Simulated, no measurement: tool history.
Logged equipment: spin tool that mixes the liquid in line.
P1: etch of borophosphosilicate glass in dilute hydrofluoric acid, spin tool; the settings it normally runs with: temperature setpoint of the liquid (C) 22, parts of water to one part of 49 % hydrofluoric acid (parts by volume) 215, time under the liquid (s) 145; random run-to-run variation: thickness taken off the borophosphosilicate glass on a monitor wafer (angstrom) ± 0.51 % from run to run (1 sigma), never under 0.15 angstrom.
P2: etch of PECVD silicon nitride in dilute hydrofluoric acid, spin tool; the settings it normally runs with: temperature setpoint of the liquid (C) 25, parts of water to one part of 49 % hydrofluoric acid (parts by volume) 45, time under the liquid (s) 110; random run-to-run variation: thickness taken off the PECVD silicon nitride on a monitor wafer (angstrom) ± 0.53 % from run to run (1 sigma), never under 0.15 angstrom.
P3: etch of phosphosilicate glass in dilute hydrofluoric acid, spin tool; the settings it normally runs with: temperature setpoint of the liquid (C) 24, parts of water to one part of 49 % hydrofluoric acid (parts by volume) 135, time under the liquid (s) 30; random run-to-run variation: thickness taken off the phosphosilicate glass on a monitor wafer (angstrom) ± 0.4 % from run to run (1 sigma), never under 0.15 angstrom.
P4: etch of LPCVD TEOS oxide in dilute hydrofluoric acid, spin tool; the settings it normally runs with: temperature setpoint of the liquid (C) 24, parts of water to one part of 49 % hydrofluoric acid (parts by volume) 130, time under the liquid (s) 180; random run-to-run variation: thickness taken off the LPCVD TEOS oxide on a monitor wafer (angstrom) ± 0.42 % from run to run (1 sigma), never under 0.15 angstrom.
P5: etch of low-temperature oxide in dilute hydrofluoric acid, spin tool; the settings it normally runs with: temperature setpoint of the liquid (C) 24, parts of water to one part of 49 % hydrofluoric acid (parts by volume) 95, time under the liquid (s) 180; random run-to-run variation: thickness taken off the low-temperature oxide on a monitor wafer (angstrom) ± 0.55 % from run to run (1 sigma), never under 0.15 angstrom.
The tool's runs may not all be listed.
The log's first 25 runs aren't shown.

| run | hour | process that ran | temperature setpoint of the liquid (C) | parts of water to one part of 49 % hydrofluoric acid (parts by volume) | time under the liquid (s) | hours since the thermometer was replaced | hours since the hydrofluoric acid flow meter was replaced | thickness taken off the borophosphosilicate glass on a monitor wafer (angstrom) | thickness taken off the phosphosilicate glass on a monitor wafer (angstrom) | thickness taken off the PECVD silicon nitride on a monitor wafer (angstrom) | thickness taken off the LPCVD TEOS oxide on a monitor wafer (angstrom) | thickness taken off the low-temperature oxide on a monitor wafer (angstrom) |
|---|---|---|---|---|---|---|---|---|---|---|---|---|
| 26 | 221.9 | P2 | 25 | 25 | 110 | 1022.2 | 1321.4 |  |  | 85.93 |  |  |
|  | 225.4 | thermometer replaced |
| 27 | 228.3 | P1 | 22 | 215 | 145 | 2.9 | 1327.8 | 172.15 |  |  |  |  |
| 28 | 236 | P4 | 24 | 130 | 180 | 10.6 | 1335.5 |  |  |  | 294.74 |  |
| 29 | 247.1 | P5 | 24 | 95 | 350 | 21.7 | 1346.6 |  |  |  |  | 420.71 |
| 30 | 253 | P1 | 22 | 215 | 145 | 27.6 | 1352.5 | 171.77 |  |  |  |  |
| 31 | 262.5 | P4 | 24 | 60 | 180 | 37.1 | 1362 |  |  |  | 700.15 |  |
| 32 | 273.4 | P1 | 17 | 215 | 145 | 48 | 1372.9 | 143.74 |  |  |  |  |
| 33 | 284.2 | P2 | 25 | 45 | 40 | 58.8 | 1383.7 |  |  | 17.681 |  |  |

For run 34, what comes out?
| 34 | 294 | P1 | 22 | 215 | 145 | 68.6 | 1393.5 | ? |  |  |  |  |

{"run 34": {"thickness taken off the borophosphosilicate glass on a monitor wafer (angstrom)": 172.45}}
